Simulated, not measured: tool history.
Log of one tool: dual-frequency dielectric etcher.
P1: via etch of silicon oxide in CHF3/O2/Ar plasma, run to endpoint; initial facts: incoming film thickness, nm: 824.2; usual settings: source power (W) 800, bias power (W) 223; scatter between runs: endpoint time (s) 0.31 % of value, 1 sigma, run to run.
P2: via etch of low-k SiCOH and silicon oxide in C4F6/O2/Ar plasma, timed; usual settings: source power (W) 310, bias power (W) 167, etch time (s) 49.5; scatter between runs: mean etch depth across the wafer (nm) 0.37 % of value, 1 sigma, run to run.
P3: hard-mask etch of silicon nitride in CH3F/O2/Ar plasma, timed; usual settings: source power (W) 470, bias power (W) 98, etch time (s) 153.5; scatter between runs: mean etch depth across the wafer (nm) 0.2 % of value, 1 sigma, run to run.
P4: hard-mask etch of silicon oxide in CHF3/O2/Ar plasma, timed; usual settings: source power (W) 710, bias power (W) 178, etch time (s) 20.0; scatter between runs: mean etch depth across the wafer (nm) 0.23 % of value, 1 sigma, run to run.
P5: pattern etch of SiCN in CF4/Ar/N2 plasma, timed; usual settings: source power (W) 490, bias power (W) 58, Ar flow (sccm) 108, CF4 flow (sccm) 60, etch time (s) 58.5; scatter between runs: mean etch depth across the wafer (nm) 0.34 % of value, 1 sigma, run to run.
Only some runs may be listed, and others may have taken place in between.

run	hour	process that ran	source power (W)	bias power (W)	etch time (s)	Ar flow (sccm)	CF4 flow (sccm)	endpoint time (s)	mean etch depth across the wafer (nm)
1	12.9	P1	800	223				354.17	
2	26.4	P1	990	283				301.07	
3	43.4	P1	800	223				355.62	
4	57.9	P2	310	167	33.5				67.959
5	67.4	P3	470	98	84.5				70.048
# hour 69.8: bias power generator calibrated
6	84.1	P5	650	58	58.5	108	60		59.795
7	92.0	P5	490	58	58.5	108	48		44.582
8	104.9	P5	490	58	58.5	108	60		46.645
9	114.0	P3	470	130	153.5				141.560
10	124.3	P1	800	223				355.54	
11	141.4	P1	800	223				353.80	
12	152.6	P2	310	167	49.5				101.750
13	160.8	P5	490	58	58.5	138	60		44.439
14	169.3	P1	950	223				333.24	
15	181.0	P2	210	167	49.5				87.152
16	188.5	P2	310	99	49.5				86.249
17	204.8	P4	890	178	20.0				45.344
18	218.5	P1	800	223				356.47	
19	226.8	P1	670	134				447.61	
20	235.5	P4	710	178	11.0				22.988
21	247.8	P1	800	282				327.39	
22	261.6	P3	470	98	153.5				127.130
23	276.9	P3	470	98	153.5				127.330
24	284.3	P1	800	223				353.69	
25	299.7	P4	710	178	20.0				41.718
26	309.4	P1	800	158				399.85	
27	320.9	P1	570	223				404.05	
28	329.5	P2	310	167	49.5				100.950
29	341.7	P5	490	37	58.5	108	60		40.378
30	353.9	P4	710	112	20.0				35.900
31	361.5	P5	490	58	77.5	108	60		61.489
32	373.3	P3	620	98	153.5				140.410
33	385.0	P1	800	223				354.11	
34	399.5	P1	800	223				359.49	
35	412.3	P1	800	223				357.78	
36	423.3	P1	800	223				359.94	
# hour 435.4: wet clean of the chamber
37	437.0	P1	800	223				359.76	
38	451.1	P1	800	223				361.27	
39	463.0	P1	800	223				357.94	
40	474.6	P1	800	223				359.79	
41	485.6	P1	800	223				361.54	

P1 no longer gives what it gave before; its output has crept away from where it was. The following 2 causes, each at its listed size, fit the log equally well:
A: bias power that arrives under what is set, % = 4.41
B: source power that arrives under what is set, % = 3.98
The gradual shift began around hour 385.0.
Excluded causes, each with its reason:
chamber walls in a state that lowers the etch rate, %: its service at hour 435.4 followed the start of the drift and did not put the process back to its old value

Which of the 4 check runs listed below, each an average over 2 wafers with its results shown as question marks, gives clearly different results under the different listed causes?
check 1	496.6	P4	710	178	20.0				?
check 2	496.6	P3	470	98	153.5				?
check 3	496.6	P5	490	58	58.5	108	60		?
check 4	496.6	P2	310	167	49.5				?

Check results expected under each cause:
check	result	if A	if B
check 1	mean etch depth across the wafer (nm)	41.029	41.000
check 2	mean etch depth across the wafer (nm)	124.960	125.100
check 3	mean etch depth across the wafer (nm)	45.771	44.847
check 4	mean etch depth across the wafer (nm)	99.527	99.370
Smallest distance between any two causes, each pair judged by its most separating result, in per cent: check 1 0.07 %; check 2 0.11 %; check 3 2.04 %; check 4 0.16 %
Only check 3 tells the causes apart: in the others they would give nearly the same result.

Then check 3 was run and gave: mean etch depth across the wafer (nm) 44.826. Which cause is it?

The cause is B: source power that arrives under what is set, %.

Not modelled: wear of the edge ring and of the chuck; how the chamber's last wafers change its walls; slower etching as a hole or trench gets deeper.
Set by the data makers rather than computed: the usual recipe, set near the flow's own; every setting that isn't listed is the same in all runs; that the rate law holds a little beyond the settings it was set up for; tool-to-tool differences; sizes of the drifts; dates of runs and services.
